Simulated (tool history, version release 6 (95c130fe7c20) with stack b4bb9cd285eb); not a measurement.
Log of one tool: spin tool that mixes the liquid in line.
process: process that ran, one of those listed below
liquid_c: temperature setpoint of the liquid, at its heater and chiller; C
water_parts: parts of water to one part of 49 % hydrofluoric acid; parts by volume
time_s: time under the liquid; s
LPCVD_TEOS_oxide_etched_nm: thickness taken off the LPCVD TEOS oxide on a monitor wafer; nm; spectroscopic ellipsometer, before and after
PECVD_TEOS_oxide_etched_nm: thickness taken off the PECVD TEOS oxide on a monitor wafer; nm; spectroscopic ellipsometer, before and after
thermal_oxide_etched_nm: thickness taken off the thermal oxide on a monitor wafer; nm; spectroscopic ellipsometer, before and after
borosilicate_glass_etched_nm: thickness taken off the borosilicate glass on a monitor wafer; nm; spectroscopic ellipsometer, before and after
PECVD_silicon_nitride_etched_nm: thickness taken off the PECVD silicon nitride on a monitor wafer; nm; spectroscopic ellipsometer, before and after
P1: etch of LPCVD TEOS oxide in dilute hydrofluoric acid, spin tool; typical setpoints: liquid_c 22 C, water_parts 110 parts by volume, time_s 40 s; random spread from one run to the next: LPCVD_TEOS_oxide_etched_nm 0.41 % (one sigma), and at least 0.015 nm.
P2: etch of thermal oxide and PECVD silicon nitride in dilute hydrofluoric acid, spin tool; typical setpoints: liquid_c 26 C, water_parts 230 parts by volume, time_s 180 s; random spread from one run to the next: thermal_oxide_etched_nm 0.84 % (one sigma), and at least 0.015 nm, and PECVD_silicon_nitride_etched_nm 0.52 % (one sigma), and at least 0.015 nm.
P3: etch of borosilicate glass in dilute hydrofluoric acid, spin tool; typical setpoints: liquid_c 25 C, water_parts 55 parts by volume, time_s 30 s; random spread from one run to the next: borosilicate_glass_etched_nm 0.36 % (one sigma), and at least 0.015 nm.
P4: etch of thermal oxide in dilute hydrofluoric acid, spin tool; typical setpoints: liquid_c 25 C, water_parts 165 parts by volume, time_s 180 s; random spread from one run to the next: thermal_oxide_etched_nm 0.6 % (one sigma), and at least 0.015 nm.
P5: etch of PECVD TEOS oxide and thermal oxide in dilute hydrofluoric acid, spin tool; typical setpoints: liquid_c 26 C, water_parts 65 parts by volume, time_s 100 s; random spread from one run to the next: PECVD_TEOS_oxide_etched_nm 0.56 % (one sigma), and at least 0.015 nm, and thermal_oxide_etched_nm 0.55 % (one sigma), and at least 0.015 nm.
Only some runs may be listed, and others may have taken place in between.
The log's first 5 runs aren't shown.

run,day,process,liquid_c,water_parts,time_s,hours since the thermometer was replaced,hours since the hydrofluoric acid flow meter was replaced,LPCVD_TEOS_oxide_etched_nm,PECVD_TEOS_oxide_etched_nm,thermal_oxide_etched_nm,borosilicate_glass_etched_nm,PECVD_silicon_nitride_etched_nm
6,2.796,P4,25,165,180,1190.3,660.8,,,5.0201,,
7,3.175,P1,22,110,40,1199.4,669.9,19.6,,,,
8,3.533,P3,30,55,30,1208,678.5,,,,13.558,
9,4.046,P5,26,65,40,1220.3,690.8,,6.8556,3.1944,,
10,4.558,P4,18,165,180,1232.6,703.1,,,3.9118,,
11,4.979,P5,26,100,100,1242.7,713.2,,10.635,4.991,,
12,5.588,P1,22,110,70,1257.3,727.8,34.492,,,,
13,5.879,P5,33,65,100,1264.3,734.8,,22.334,10.486,,
14,6.258,P3,25,55,15,1273.4,743.9,,,,5.5217,
15,6.617,P3,25,55,30,1282,752.5,,,,10.993,
16,7.133,P2,26,230,80,1294.4,764.9,,,1.4719,,1.8703
17,7.429,P2,26,60,180,1301.5,772,,,15.92,,16.045
18,7.846,P3,25,55,30,1311.5,782,,,,11.06,
19,8.371,P2,32,230,180,1324.1,794.6,,,4.1407,,6.0184

What does the tool deliver on the next run?
20,8.875,P1,22,110,40,1336.2,806.7,?,,,,

Run 20 yielded LPCVD_TEOS_oxide_etched_nm 19.827 nm.

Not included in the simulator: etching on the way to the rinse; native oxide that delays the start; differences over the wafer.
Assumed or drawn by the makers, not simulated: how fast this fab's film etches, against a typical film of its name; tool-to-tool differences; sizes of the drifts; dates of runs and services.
